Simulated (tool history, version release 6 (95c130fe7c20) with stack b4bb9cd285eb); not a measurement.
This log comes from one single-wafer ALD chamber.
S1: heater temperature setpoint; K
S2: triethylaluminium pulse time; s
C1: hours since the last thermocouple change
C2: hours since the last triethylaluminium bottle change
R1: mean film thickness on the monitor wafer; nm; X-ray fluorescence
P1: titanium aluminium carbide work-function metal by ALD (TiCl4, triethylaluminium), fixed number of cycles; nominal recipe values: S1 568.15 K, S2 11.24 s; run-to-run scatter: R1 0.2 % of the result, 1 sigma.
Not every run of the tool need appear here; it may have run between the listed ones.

run	hour	S1	S2	C1	C2	R1
1	7.1	568.15	11.24	1516.8	144.4	1.9996
2	15.1	568.15	11.24	1524.8	152.4	2.0014
3	20.9	590.15	18.12	1530.6	158.2	2.2406
4	25.2	568.15	4.59	1534.9	162.5	1.622
5	29.7	568.15	11.24	1539.4	167	2.0005
6	36.7	546.15	11.24	1546.4	174	1.8059
7	42.1	579.15	14.53	1551.8	179.4	2.133
8	46.8	568.15	11.24	1556.5	184.1	2.0071
9	50.4	568.15	15.1	1560.1	187.7	2.0286
10	57.7	548.15	15.09	1567.4	195	1.8541
11	63.9	568.15	11.24	1573.6	201.2	2.0043
# hour 69.6: triethylaluminium bottle replaced
12	70.9	593.15	11.24	1580.6	1.4	2.2144
13	78.9	568.15	11.24	1588.6	9.4	2.0016
14	85.5	568.15	11.24	1595.2	16	1.99
15	93.6	568.15	11.24	1603.3	24.1	1.9725
16	100.2	568.15	11.24	1609.9	30.7	1.9704
17	104.8	568.15	11.24	1614.5	35.3	1.9775
18	108.4	568.15	11.24	1618.1	38.9	1.9718
19	114.8	568.15	11.24	1624.5	45.3	1.9681

P1 has crept away from where it was. The log is fitted equally well by each of these 2 causes, at the sizes shown:
A: triethylaluminium dose below that of a fresh bottle (%) = 13.8
B: wafer temperature below the value expected at the setpoint (K) = 3.4
The creep began at about hour 78.9.

Consider the 4 single-wafer check runs listed below, results given as question marks: which one distinguishes between the causes by giving clearly different results for each?
check 1	121.2	554.15	6.03			?
check 2	121.2	592.15	11.24			?
check 3	121.2	554.15	11.24			?
check 4	121.2	579.15	11.24			?

What every check run would give for each of its results, assuming each possible cause in turn:
check	result	if A	if B
check 1	R1	1.5969	1.6501
check 2	R1	2.1804	2.1829
check 3	R1	1.8482	1.8467
check 4	R1	2.0656	2.0667
Per-check spread between the two closest causes, in the result where they differ most: check 1 3.28 %; check 2 0.12 %; check 3 0.08 %; check 4 0.05 %
Check 1 is the one run that separates the causes; every other check would come out nearly the same whichever cause is at work.

Running check 1 produced the following: R1 1.5951 nm. Which one of the listed causes fits?

A is the cause: triethylaluminium dose below that of a fresh bottle (%).
